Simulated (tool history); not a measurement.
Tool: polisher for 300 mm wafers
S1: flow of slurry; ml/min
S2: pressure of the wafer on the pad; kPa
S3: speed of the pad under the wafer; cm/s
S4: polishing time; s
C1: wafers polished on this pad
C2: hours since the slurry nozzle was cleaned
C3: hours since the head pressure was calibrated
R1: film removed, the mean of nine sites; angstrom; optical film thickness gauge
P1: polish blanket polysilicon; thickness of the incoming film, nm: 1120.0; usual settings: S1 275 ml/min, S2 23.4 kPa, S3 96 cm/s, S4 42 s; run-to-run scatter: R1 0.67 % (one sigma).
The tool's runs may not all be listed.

| run | day | S1 | S2 | S3 | S4 | C1 | C2 | C3 | R1 |
|---|---|---|---|---|---|---|---|---|---|
| 1 | 0.162 | 275 | 23.4 | 96 | 42 | 573 | 265.6 | 359.7 | 3503.1 |
| 2 | 0.429 | 370 | 15.2 | 96 | 42 | 617 | 272 | 366.1 | 2332.8 |
| 3 | 0.708 | 275 | 23.4 | 44 | 42 | 662 | 278.7 | 372.8 | 1592.4 |
|  | 1.033 | head pressure recalibrated |
| 4 | 1.038 | 275 | 23.4 | 96 | 42 | 716 | 286.6 | 0.1 | 3531.6 |
| 5 | 1.254 | 275 | 23.4 | 96 | 65 | 752 | 291.8 | 5.3 | 5416.9 |
| 6 | 1.542 | 275 | 10.3 | 96 | 42 | 799 | 298.7 | 12.2 | 1527 |
| 7 | 1.758 | 275 | 33.1 | 96 | 42 | 834 | 303.9 | 17.4 | 4995.4 |
| 8 | 1.942 | 165 | 23.4 | 48 | 42 | 864 | 308.3 | 21.8 | 1654.9 |
| 9 | 2.117 | 275 | 23.4 | 96 | 42 | 893 | 312.5 | 26 | 3538 |
| 10 | 2.296 | 410 | 23.4 | 96 | 42 | 922 | 316.8 | 30.3 | 3600.5 |
| 11 | 2.55 | 275 | 23.4 | 96 | 42 | 964 | 322.9 | 36.4 | 3538.7 |
| 12 | 2.729 | 275 | 23.4 | 96 | 42 | 993 | 327.2 | 40.7 | 3473.7 |
| 13 | 3.042 | 275 | 23.4 | 96 | 19 | 1045 | 334.7 | 48.2 | 1590.8 |
| 14 | 3.354 | 275 | 23.4 | 96 | 42 | 1096 | 342.2 | 55.7 | 3487.5 |
| 15 | 3.629 | 165 | 23.4 | 96 | 42 | 1141 | 348.8 | 62.3 | 3270.7 |
| 16 | 3.917 | 275 | 23.4 | 144 | 42 | 1188 | 355.7 | 69.2 | 5221.6 |
| 17 | 4.162 | 275 | 23.4 | 96 | 42 | 1228 | 361.6 | 75.1 | 3551 |
| 18 | 4.35 | 275 | 23.4 | 96 | 42 | 1259 | 366.1 | 79.6 | 3463.8 |
| 19 | 4.538 | 275 | 23.4 | 96 | 42 | 1290 | 370.6 | 84.1 | 3455.4 |
| 20 | 4.808 | 275 | 23.4 | 96 | 42 | 1334 | 377.1 | 90.6 | 3359.8 |
|  | 4.929 | head pressure recalibrated |
| 21 | 4.971 | 275 | 23.4 | 96 | 42 | 1361 | 381 | 1 | 3340.4 |
| 22 | 5.158 | 275 | 23.4 | 96 | 42 | 1391 | 385.5 | 5.5 | 3313 |
| 23 | 5.317 | 275 | 23.4 | 96 | 42 | 1417 | 389.3 | 9.3 | 3345.8 |
| 24 | 5.488 | 275 | 23.4 | 96 | 42 | 1445 | 393.4 | 13.4 | 3256.9 |

What P1 gives has crept away from where it was. These 2 causes fit the log equally well, each at the size given:
A: removal rate lost through wear of the pad, % = 5.63
B: slurry flow missing at the pad, % = 37.7
The creep began at about day 4.162.
Why every other cause is out:
head's pressure below its setpoint, %: serviced at day 4.929, which brought nothing back

4 check runs are offered, each on 2 wafers whose results are averaged, their results left as question marks. Which one tells the causes apart?
| check 1 | 5.658 | 275 | 11 | 96 | 42 |  |  |  | ? |
| check 2 | 5.658 | 275 | 23.4 | 118 | 42 |  |  |  | ? |
| check 3 | 5.658 | 165 | 23.4 | 96 | 42 |  |  |  | ? |
| check 4 | 5.658 | 275 | 17.9 | 96 | 28 |  |  |  | ? |

What each check would give under each cause:
| check | result | if A | if B |
|---|---|---|---|
| check 1 | R1 | 1562.4 | 1562.4 |
| check 2 | R1 | 4081.1 | 4081.1 |
| check 3 | R1 | 3115.1 | 3007.6 |
| check 4 | R1 | 1692.6 | 1692.6 |
How far apart the two closest causes lie, in the result that separates them most: check 1 0 %; check 2 0 %; check 3 3.51 %; check 4 0 %
Check 3 tells the causes apart: in the others they would give nearly the same result.

Then check 3 was run and gave: R1 2990.1 angstrom. Which cause is it?

It is B: slurry flow missing at the pad, %.
